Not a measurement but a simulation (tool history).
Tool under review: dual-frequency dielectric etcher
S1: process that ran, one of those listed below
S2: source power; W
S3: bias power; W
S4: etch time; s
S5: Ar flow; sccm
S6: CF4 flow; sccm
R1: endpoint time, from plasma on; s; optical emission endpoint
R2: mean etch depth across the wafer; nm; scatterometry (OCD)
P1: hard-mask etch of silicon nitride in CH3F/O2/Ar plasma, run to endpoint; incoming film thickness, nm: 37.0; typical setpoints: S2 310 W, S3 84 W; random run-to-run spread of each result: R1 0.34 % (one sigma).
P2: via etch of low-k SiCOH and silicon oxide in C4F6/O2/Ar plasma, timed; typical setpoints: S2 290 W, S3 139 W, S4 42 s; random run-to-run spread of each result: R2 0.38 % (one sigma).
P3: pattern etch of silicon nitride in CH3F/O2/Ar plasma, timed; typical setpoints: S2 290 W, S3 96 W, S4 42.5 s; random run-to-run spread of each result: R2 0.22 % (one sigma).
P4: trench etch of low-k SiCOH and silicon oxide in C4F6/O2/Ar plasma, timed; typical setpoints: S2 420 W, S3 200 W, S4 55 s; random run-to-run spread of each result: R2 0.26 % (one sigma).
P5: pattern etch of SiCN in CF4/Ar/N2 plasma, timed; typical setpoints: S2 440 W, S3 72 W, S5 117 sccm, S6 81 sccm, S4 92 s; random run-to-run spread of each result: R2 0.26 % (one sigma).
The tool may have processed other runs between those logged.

Run 1, hour 11.2: S1 P1, S2 310 W, S3 84 W. Result: R1 55.92 s.
Run 2, hour 18.6: S1 P3, S2 290 W, S3 96 W, S4 54.5 s. Result: R2 36.518 nm.
Run 3, hour 31.9: S1 P1, S2 240 W, S3 115 W. Result: R1 54 s.
Run 4, hour 39.8: S1 P3, S2 290 W, S3 96 W, S4 42.5 s. Result: R2 28.468 nm.
Run 5, hour 52.4: S1 P1, S2 310 W, S3 84 W. Result: R1 55.685 s.
Run 6, hour 65.7: S1 P2, S2 290 W, S3 190 W, S4 42 s. Result: R2 98.669 nm.
Run 7, hour 80.3: S1 P2, S2 290 W, S3 139 W, S4 55.5 s. Result: R2 117.23 nm.
Run 8, hour 94.3: S1 P4, S2 420 W, S3 241 W, S4 55 s. Result: R2 203.13 nm.
Run 9, hour 104.8: S1 P2, S2 290 W, S3 139 W, S4 42 s. Result: R2 89.045 nm.
Run 10, hour 117: S1 P5, S2 440 W, S3 72 W, S4 92 s, S5 87 sccm, S6 81 sccm. Result: R2 80.477 nm.
Run 11, hour 126.8: S1 P2, S2 350 W, S3 139 W, S4 42 s. Result: R2 96.221 nm.
Run 12, hour 138.7: S1 P1, S2 310 W, S3 84 W. Result: R1 55.464 s.
Run 13, hour 147.9: S1 P3, S2 390 W, S3 96 W, S4 42.5 s. Result: R2 31.733 nm.
Run 14, hour 160.1: S1 P5, S2 550 W, S3 72 W, S4 92 s, S5 117 sccm, S6 81 sccm. Result: R2 93.907 nm.
Run 15, hour 167.3: S1 P5, S2 440 W, S3 72 W, S4 56.5 s, S5 117 sccm, S6 81 sccm. Result: R2 47.565 nm.
Run 16, hour 178.8: S1 P4, S2 420 W, S3 200 W, S4 30.5 s. Result: R2 105.99 nm.
Run 17, hour 185.4: S1 P5, S2 440 W, S3 72 W, S4 92 s, S5 117 sccm, S6 57 sccm. Result: R2 73.327 nm.
At hour 193.7: bias power generator calibrated.
Run 18, hour 198.6: S1 P4, S2 420 W, S3 200 W, S4 55 s. Result: R2 191.28 nm.
Run 19, hour 209: S1 P5, S2 440 W, S3 72 W, S4 92 s, S5 117 sccm, S6 81 sccm. Result: R2 77.374 nm.
Run 20, hour 218.8: S1 P1, S2 310 W, S3 84 W. Result: R1 55.539 s.
Run 21, hour 229.3: S1 P1, S2 420 W, S3 84 W. Result: R1 49.976 s.
Run 22, hour 239.2: S1 P4, S2 330 W, S3 200 W, S4 55 s. Result: R2 175.24 nm.
Run 23, hour 248.8: S1 P1, S2 310 W, S3 101 W. Result: R1 51.829 s.
Run 24, hour 263.4: S1 P1, S2 310 W, S3 67 W. Result: R1 60.759 s.
Run 25, hour 277: S1 P5, S2 440 W, S3 97 W, S4 92 s, S5 117 sccm, S6 81 sccm. Result: R2 86.012 nm.

What does the tool deliver on the next run?
Run 26, hour 286.8: S1 P1, S2 310 W, S3 84 W. Result: R1 ?.

Run 26 measured R1 55.533 s.
